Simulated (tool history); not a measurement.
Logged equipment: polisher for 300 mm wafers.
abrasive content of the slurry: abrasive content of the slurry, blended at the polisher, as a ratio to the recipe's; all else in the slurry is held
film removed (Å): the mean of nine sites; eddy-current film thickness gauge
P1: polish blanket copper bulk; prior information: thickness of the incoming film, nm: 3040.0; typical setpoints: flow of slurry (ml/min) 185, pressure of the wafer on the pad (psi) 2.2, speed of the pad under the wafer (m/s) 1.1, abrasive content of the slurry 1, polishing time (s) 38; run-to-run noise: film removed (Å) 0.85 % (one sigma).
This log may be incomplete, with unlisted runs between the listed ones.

| run | hour | flow of slurry (ml/min) | pressure of the wafer on the pad (psi) | speed of the pad under the wafer (m/s) | abrasive content of the slurry | polishing time (s) | film removed (Å) |
|---|---|---|---|---|---|---|---|
| 1 | 11.4 | 185 | 2.2 | 1.1 | 1 | 38 | 3540.9 |
| 2 | 16.9 | 185 | 2.2 | 1.1 | 0.65 | 38 | 3255.4 |
| 3 | 28.2 | 185 | 2.2 | 1.1 | 1 | 38 | 3590.5 |
| 4 | 34.6 | 185 | 2.2 | 1.1 | 1.45 | 38 | 3927.1 |
| 5 | 44.3 | 185 | 2.2 | 1.1 | 1 | 28 | 2644.3 |
| 6 | 53.9 | 185 | 1.3 | 1.1 | 1 | 38 | 2068.6 |
| 7 | 63.3 | 185 | 2.2 | 1.1 | 1 | 38 | 3603.8 |
| 8 | 72.7 | 185 | 2.2 | 1.1 | 1 | 57 | 5320.9 |
| 9 | 80.2 | 275 | 2.2 | 1.1 | 1 | 25 | 2427.9 |
| 10 | 87.6 | 110 | 2.2 | 1.1 | 1 | 38 | 3292.7 |
| 11 | 93.9 | 250 | 2.2 | 1.1 | 1 | 38 | 3738.6 |
| 12 | 103 | 185 | 2.2 | 1.1 | 1 | 38 | 3552 |
| 13 | 111.7 | 185 | 2.2 | 0.78 | 1 | 38 | 2542 |
| 14 | 121.4 | 185 | 2.2 | 1.1 | 1 | 38 | 3595.2 |
| 15 | 133.2 | 115 | 2.2 | 1.1 | 1 | 52 | 4475.8 |
| 16 | 143.5 | 185 | 3.1 | 1.1 | 1 | 38 | 5053 |
| 17 | 152.4 | 185 | 2.2 | 1.54 | 1 | 38 | 5006 |
| 18 | 164.2 | 185 | 2.2 | 1.1 | 1 | 38 | 3572.6 |
| 19 | 169.7 | 185 | 2.2 | 1.1 | 1 | 38 | 3552.6 |
| 20 | 179.2 | 185 | 2.2 | 1.1 | 1 | 38 | 3533.6 |
| 21 | 185.9 | 185 | 2.2 | 1.1 | 1 | 38 | 3466.4 |
| 22 | 196.5 | 185 | 2.2 | 1.1 | 1 | 38 | 3412.2 |
| 23 | 206.2 | 185 | 2.2 | 1.1 | 1 | 38 | 3348.7 |
|  | 213.1 | head pressure recalibrated |
| 24 | 215.4 | 185 | 2.2 | 1.1 | 1 | 38 | 3314.4 |
|  | 219.6 | slurry blender recalibrated |
| 25 | 225.1 | 185 | 2.2 | 1.1 | 1 | 38 | 3370.6 |
| 26 | 230.5 | 185 | 2.2 | 1.1 | 1 | 38 | 3389.2 |
| 27 | 241.2 | 185 | 2.2 | 1.1 | 1 | 38 | 3314.4 |

What will run 28 give?
| 28 | 251.6 | 185 | 2.2 | 1.1 | 1 | 38 | ? |

film removed (Å): 3345.8
